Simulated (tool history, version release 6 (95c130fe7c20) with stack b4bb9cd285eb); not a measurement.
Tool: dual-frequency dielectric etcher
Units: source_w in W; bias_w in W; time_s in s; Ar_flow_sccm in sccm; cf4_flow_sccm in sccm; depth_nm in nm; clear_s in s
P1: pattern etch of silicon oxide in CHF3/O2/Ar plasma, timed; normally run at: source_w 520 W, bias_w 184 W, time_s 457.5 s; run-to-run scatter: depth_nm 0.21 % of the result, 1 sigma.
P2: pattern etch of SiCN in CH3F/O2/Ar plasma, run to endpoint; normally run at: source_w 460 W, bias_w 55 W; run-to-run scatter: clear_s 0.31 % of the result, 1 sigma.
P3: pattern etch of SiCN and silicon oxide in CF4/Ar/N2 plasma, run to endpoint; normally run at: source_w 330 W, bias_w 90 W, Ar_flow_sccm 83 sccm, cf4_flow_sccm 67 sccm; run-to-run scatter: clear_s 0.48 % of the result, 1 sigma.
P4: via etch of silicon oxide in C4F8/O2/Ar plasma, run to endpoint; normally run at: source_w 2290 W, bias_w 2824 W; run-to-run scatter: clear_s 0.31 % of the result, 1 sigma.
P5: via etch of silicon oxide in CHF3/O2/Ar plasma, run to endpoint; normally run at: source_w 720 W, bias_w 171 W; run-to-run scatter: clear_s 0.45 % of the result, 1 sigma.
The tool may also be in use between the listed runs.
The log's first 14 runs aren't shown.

run,day,process,source_w,bias_w,time_s,Ar_flow_sccm,cf4_flow_sccm,hours since the last wet clean,hours since the last source power generator calibration,hours since the last bias power generator calibration,depth_nm,clear_s
15,2.396,P1,720,184,457.5,,,140.8,679.8,383.9,972.56,
16,2.596,P1,520,184,457.5,,,145.6,684.6,388.7,859.64,
# day 2.712: source power generator calibrated
17,2.804,P2,460,55,,,,150.6,2.3,393.7,,27.513
18,2.954,P3,330,90,,51,67,154.2,5.9,397.3,,11.547
19,3.071,P5,720,103,,,,157.0,8.7,400.1,,256.010
20,3.225,P3,330,90,,83,67,160.7,12.4,403.8,,12.192
21,3.371,P1,630,184,643.0,,,164.2,15.9,407.3,1294.70,
22,3.479,P3,330,90,,83,67,166.8,18.5,409.9,,12.290
23,3.629,P2,620,55,,,,170.4,22.1,413.5,,24.574
24,3.800,P1,520,108,457.5,,,174.5,26.2,417.6,720.25,
25,3.929,P5,880,171,,,,177.6,29.3,420.7,,203.080
# day 3.938: wet clean of the chamber
26,4.125,P1,520,184,321.5,,,4.6,34.0,425.4,600.78,
27,4.304,P3,330,90,,83,88,8.9,38.3,429.7,,11.912
28,4.421,P5,720,171,,,,11.7,41.1,432.5,,219.110
29,4.546,P1,520,184,457.5,,,14.7,44.1,435.5,857.62,

Run 30 comes next. What will it give?
30,4.662,P1,520,184,457.5,,,17.5,46.9,438.3,?,

Run 30 gave depth_nm 863.26 nm.

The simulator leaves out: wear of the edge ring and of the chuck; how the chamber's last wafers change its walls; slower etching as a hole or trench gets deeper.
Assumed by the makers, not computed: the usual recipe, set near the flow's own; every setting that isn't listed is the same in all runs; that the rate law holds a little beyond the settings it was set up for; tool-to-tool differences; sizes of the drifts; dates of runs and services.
